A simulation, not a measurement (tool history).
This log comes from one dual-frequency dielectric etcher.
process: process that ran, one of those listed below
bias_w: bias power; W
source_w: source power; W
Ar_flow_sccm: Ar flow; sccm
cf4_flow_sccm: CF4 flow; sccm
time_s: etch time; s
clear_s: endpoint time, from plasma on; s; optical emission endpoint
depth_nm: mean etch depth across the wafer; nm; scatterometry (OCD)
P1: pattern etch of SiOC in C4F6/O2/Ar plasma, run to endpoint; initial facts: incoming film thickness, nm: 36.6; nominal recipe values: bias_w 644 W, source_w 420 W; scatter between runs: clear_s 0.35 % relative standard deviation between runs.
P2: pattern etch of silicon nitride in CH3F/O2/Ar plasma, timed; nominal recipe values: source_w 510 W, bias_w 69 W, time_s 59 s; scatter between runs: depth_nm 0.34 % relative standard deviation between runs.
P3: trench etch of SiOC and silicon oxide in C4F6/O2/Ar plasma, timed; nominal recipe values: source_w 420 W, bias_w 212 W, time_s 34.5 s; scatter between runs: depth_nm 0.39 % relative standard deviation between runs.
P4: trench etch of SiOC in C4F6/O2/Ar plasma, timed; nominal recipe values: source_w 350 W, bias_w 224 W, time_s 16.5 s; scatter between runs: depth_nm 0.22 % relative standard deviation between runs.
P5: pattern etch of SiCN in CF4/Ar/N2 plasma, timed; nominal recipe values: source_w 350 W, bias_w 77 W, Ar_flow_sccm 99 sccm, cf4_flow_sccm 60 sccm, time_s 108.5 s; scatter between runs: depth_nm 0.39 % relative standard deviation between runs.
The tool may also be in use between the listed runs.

run,hour,process,bias_w,source_w,Ar_flow_sccm,cf4_flow_sccm,time_s,clear_s,depth_nm
1,9.9,P1,644,420,,,,11.164,
2,20.4,P1,644,420,,,,11.136,
3,31.8,P1,644,420,,,,11.201,
4,45.2,P1,644,420,,,,11.118,
5,55.9,P5,108,350,99,60,108.5,,86.428
# hour 65.6: wet clean of the chamber
6,67.9,P3,294,420,,,34.5,,83.976
7,85.8,P3,212,420,,,34.5,,75.42
8,101.3,P5,77,350,99,60,149.5,,104.66
9,109.9,P2,69,320,,,59,,37.304
10,124.8,P3,212,420,,,34.5,,75.571
11,134.7,P1,838,420,,,,10.094,
12,143.2,P1,443,550,,,,11.536,
13,153.3,P5,77,350,131,60,108.5,,72.82
# hour 163.5: source power generator calibrated
14,167,P3,212,530,,,34.5,,82.42
15,181.6,P4,224,470,,,16.5,,40.059
16,193.6,P1,433,420,,,,12.942,
17,206.5,P4,224,350,,,16.5,,35.879
18,218.5,P1,419,340,,,,14.211,
19,227.4,P5,77,350,99,60,108.5,,76.219
20,238.4,P3,212,420,,,48.5,,106.45
21,248.9,P1,644,510,,,,10.369,
22,257.7,P2,69,510,,,40.5,,30.44
23,266.2,P4,288,350,,,16.5,,39.162
24,280.7,P2,69,510,,,59,,44.617
25,297.9,P1,644,420,,,,11.147,
26,315,P4,224,350,,,11.5,,25.036
27,326.6,P1,644,420,,,,11.14,
28,343.9,P5,77,230,99,60,108.5,,52.637
29,356.5,P2,95,510,,,59,,49.587
30,368.6,P5,77,350,99,47,108.5,,73.023
31,376.8,P1,644,260,,,,13.318,
32,387.5,P5,77,350,99,60,108.5,,75.913
33,395.8,P1,644,420,,,,11.149,
34,410.9,P1,644,420,,,,11.246,
35,426,P1,644,420,,,,11.217,
36,435.5,P1,644,420,,,,11.278,
37,447.5,P1,644,420,,,,11.311,
38,464.4,P1,644,420,,,,11.272,
# hour 471.1: wet clean of the chamber
39,475.6,P1,644,420,,,,11.283,
40,485.5,P1,644,420,,,,11.322,
41,500,P1,644,420,,,,11.318,
42,508.1,P1,644,420,,,,11.34,
43,525.6,P1,644,420,,,,11.386,

Compared with where it was, what P1 gives has crept away. Each cause listed below fits the log as well as the rest, at the size given for it:
A: bias power that arrives under what is set, % = 4.4
B: source power that arrives under what is set, % = 4.63
At approximately hour 395.8, the process output began to creep.
Ruled out, with reasons:
chamber walls in a state that lowers the etch rate, %: its service at hour 471.1 followed the start of the drift and did not put the process back to its old value

Which of the 4 check runs listed below, each an average over 2 wafers with its results shown as question marks, gives clearly different results under the different listed causes?
check 1,543.1,P4,224,460,,,16.5,,?
check 2,543.1,P2,80,510,,,59,,?
check 3,543.1,P5,77,350,116,60,140.5,,?
check 4,543.1,P3,212,420,,,46,,?

What each check would give under each cause:
check,result,if A,if B
check 1,depth_nm,39.26,39.12
check 2,depth_nm,46.017,45.901
check 3,depth_nm,94.411,92.132
check 4,depth_nm,98.962,98.6
How far apart the two closest causes lie, in the result that separates them most: check 1 0.36 %; check 2 0.25 %; check 3 2.44 %; check 4 0.37 %
Only check 3 tells the causes apart: in the others they would give nearly the same result.

With check 3 done, the readings were: depth_nm 91.897 nm. Identify which of the listed causes applies.

It is B: source power that arrives under what is set, %.
